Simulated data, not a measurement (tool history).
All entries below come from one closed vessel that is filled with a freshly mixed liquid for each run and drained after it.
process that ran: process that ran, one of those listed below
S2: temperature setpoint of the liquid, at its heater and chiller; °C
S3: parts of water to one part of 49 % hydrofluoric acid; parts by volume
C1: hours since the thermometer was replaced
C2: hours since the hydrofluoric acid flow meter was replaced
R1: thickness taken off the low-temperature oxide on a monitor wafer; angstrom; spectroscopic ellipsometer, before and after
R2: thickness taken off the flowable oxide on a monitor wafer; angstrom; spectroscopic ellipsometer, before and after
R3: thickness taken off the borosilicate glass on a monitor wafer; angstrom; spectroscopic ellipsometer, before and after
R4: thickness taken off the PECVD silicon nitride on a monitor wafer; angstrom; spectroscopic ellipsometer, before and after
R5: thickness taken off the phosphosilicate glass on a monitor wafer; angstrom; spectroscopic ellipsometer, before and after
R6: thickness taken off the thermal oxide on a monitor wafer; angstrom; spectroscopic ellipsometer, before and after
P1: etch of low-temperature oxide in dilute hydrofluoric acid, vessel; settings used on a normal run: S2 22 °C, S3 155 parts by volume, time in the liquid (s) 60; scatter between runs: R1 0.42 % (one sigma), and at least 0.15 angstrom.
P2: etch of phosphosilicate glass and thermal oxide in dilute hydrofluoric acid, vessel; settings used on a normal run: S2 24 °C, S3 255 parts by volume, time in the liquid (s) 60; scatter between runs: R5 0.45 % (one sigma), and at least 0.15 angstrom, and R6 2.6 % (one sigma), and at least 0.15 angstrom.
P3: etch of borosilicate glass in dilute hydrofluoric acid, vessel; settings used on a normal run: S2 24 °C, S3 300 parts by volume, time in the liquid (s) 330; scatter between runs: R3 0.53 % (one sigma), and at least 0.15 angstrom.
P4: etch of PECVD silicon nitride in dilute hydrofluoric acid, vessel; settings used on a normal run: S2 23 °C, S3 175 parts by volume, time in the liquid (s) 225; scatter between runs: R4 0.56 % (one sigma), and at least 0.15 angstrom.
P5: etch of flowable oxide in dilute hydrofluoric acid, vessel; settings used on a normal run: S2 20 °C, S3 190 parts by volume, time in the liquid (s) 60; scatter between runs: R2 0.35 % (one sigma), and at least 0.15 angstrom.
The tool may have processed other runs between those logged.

run 1 hour=9.7 | process_that_ran=P1 S2=22 S3=155 time_in_the_liquid_(s)=60 | C1=1029.6 C2=1439.7 | R1=83.491
run 2 hour=21.9 | process_that_ran=P5 S2=20 S3=190 time_in_the_liquid_(s)=30 | C1=1041.8 C2=1451.9 | R2=47.229
run 3 hour=34.7 | process_that_ran=P3 S2=24 S3=440 time_in_the_liquid_(s)=330 | C1=1054.6 C2=1464.7 | R3=126.48
run 4 hour=51.1 | process_that_ran=P4 S2=23 S3=95 time_in_the_liquid_(s)=225 | C1=1071 C2=1481.1 | R4=124.53
run 5 hour=62.9 | process_that_ran=P1 S2=22 S3=155 time_in_the_liquid_(s)=85 | C1=1082.8 C2=1492.9 | R1=117.12
run 6 hour=81.4 | process_that_ran=P1 S2=22 S3=155 time_in_the_liquid_(s)=60 | C1=1101.3 C2=1511.4 | R1=82.645
run 7 hour=96.7 | process_that_ran=P1 S2=29 S3=155 time_in_the_liquid_(s)=60 | C1=1116.6 C2=1526.7 | R1=108.05
run 8 hour=108.7 | process_that_ran=P5 S2=20 S3=190 time_in_the_liquid_(s)=60 | C1=1128.6 C2=1538.7 | R2=93.527
run 9 hour=124.6 | process_that_ran=P5 S2=20 S3=315 time_in_the_liquid_(s)=60 | C1=1144.5 C2=1554.6 | R2=50.414
run 10 hour=140.6 | process_that_ran=P1 S2=22 S3=80 time_in_the_liquid_(s)=60 | C1=1160.5 C2=1570.6 | R1=176.61
run 11 hour=157.4 | process_that_ran=P1 S2=22 S3=285 time_in_the_liquid_(s)=60 | C1=1177.3 C2=1587.4 | R1=38.96
run 12 hour=167.4 | process_that_ran=P1 S2=26 S3=280 time_in_the_liquid_(s)=60 | C1=1187.3 C2=1597.4 | R1=46.705
run 13 hour=179.2 | process_that_ran=P2 S2=24 S3=85 time_in_the_liquid_(s)=60 | C1=1199.1 C2=1609.2 | R5=1386.6 R6=32.451
run 14 hour=192.5 | process_that_ran=P3 S2=17.5 S3=300 time_in_the_liquid_(s)=330 | C1=1212.4 C2=1622.5 | R3=167.55
run 15 hour=207 | process_that_ran=P4 S2=31 S3=175 time_in_the_liquid_(s)=225 | C1=1226.9 C2=1637 | R4=111.8
run 16 hour=222.1 | process_that_ran=P3 S2=24 S3=300 time_in_the_liquid_(s)=330 | C1=1242 C2=1652.1 | R3=210.38
run 17 hour=234.7 | process_that_ran=P4 S2=23 S3=175 time_in_the_liquid_(s)=420 | C1=1254.6 C2=1664.7 | R4=128.04
run 18 hour=248.8 | process_that_ran=P1 S2=22 S3=155 time_in_the_liquid_(s)=60 | C1=1268.7 C2=1678.8 | R1=82.828
run 19 hour=259.6 | process_that_ran=P1 S2=22 S3=210 time_in_the_liquid_(s)=30 | C1=1279.5 C2=1689.6 | R1=28.963
run 20 hour=272.6 | process_that_ran=P2 S2=24 S3=255 time_in_the_liquid_(s)=60 | C1=1292.5 C2=1702.6 | R5=382.11 R6=9.0551
run 21 hour=286.7 | process_that_ran=P5 S2=26.5 S3=190 time_in_the_liquid_(s)=60 | C1=1306.6 C2=1716.7 | R2=119.19
run 22 hour=300.6 | process_that_ran=P3 S2=24 S3=300 time_in_the_liquid_(s)=140 | C1=1320.5 C2=1730.6 | R3=90.375
run 23 hour=310 | process_that_ran=P4 S2=23 S3=175 time_in_the_liquid_(s)=225 | C1=1329.9 C2=1740 | R4=68.281
run 24 hour=328 | process_that_ran=P1 S2=22 S3=155 time_in_the_liquid_(s)=60 | C1=1347.9 C2=1758 | R1=82.639
run 25 hour=346.5 | process_that_ran=P2 S2=24 S3=255 time_in_the_liquid_(s)=100 | C1=1366.4 C2=1776.5 | R5=637.54 R6=14.743
run 26 hour=362.6 | process_that_ran=P1 S2=28 S3=70 time_in_the_liquid_(s)=60 | C1=1382.5 C2=1792.6 | R1=257.77
run 27 hour=372 | process_that_ran=P3 S2=24 S3=300 time_in_the_liquid_(s)=330 | C1=1391.9 C2=1802 | R3=212.59
run 28 hour=389.5 | process_that_ran=P5 S2=20 S3=190 time_in_the_liquid_(s)=60 | C1=1409.4 C2=1819.5 | R2=93.644
run 29 hour=401.9 | process_that_ran=P1 S2=18 S3=155 time_in_the_liquid_(s)=60 | C1=1421.8 C2=1831.9 | R1=70.545
run 30 hour=413.9 | process_that_ran=P2 S2=17 S3=255 time_in_the_liquid_(s)=60 | C1=1433.8 C2=1843.9 | R5=294.33 R6=6.3501
run 31 hour=424.5 | process_that_ran=P1 S2=22 S3=155 time_in_the_liquid_(s)=30 | C1=1444.4 C2=1854.5 | R1=41.684
run 32 hour=439.6 | process_that_ran=P1 S2=22 S3=155 time_in_the_liquid_(s)=60 | C1=1459.5 C2=1869.6 | R1=82.818
run 33 hour=449.8 | process_that_ran=P1 S2=22 S3=155 time_in_the_liquid_(s)=60 | C1=1469.7 C2=1879.8 | R1=82.664
run 34 hour=461.2 | process_that_ran=P1 S2=22 S3=155 time_in_the_liquid_(s)=60 | C1=1481.1 C2=1891.2 | R1=78.827
run 35 hour=470.9 | process_that_ran=P1 S2=22 S3=155 time_in_the_liquid_(s)=60 | C1=1490.8 C2=1900.9 | R1=77.477
run 36 hour=480.1 | process_that_ran=P1 S2=22 S3=155 time_in_the_liquid_(s)=60 | C1=1500 C2=1910.1 | R1=76.651
run 37 hour=489.1 | process_that_ran=P1 S2=22 S3=155 time_in_the_liquid_(s)=60 | C1=1509 C2=1919.1 | R1=76.599
run 38 hour=500.7 | process_that_ran=P1 S2=22 S3=155 time_in_the_liquid_(s)=60 | C1=1520.6 C2=1930.7 | R1=75.7
run 39 hour=513 | process_that_ran=P1 S2=22 S3=155 time_in_the_liquid_(s)=60 | C1=1532.9 C2=1943 | R1=75.918

Compared with where it was, what P1 gives has crept away. Each cause listed below fits the log as well as the rest, at the size given for it:
A: liquid colder than its thermometer reads (K) = 2.22
B: hydrofluoric acid flow below the setpoint (%) = 7.14
The process output started creeping at around hour 449.8.

Consider the 4 single-wafer check runs listed below, results given as question marks: which one distinguishes between the causes by giving clearly different results for each?
run check 1 hour=525.3 | process_that_ran=P2 S2=18 S3=255 time_in_the_liquid_(s)=60 | R5=? R6=?
run check 2 hour=525.3 | process_that_ran=P4 S2=30.5 S3=175 time_in_the_liquid_(s)=305 | R4=?
run check 3 hour=525.3 | process_that_ran=P3 S2=18.5 S3=300 time_in_the_liquid_(s)=170 | R3=?
run check 4 hour=525.3 | process_that_ran=P5 S2=25.5 S3=190 time_in_the_liquid_(s)=60 | R2=?

How each check would come out, cause by cause:
check=check_1 result=R5 if_A=279.94 if_B=278.49
check=check_1 result=R6 if_A=6.4683 if_B=6.4347
check=check_2 result=R4 if_A=129.24 if_B=137.15
check=check_3 result=R3 if_A=82.29 if_B=81.46
check=check_4 result=R2 if_A=106.09 if_B=105.23
Distance between the nearest two causes, measured in the result of the check that separates them most: check 1 0.52 %; check 2 5.94 %; check 3 1.01 %; check 4 0.81 %
Only in check 2 would the causes give clearly different results; in the remaining checks their results would be nearly the same.

Then check 2 was run and gave: R4 137.07 angstrom. Which cause is it?

B is the cause: hydrofluoric acid flow below the setpoint (%).
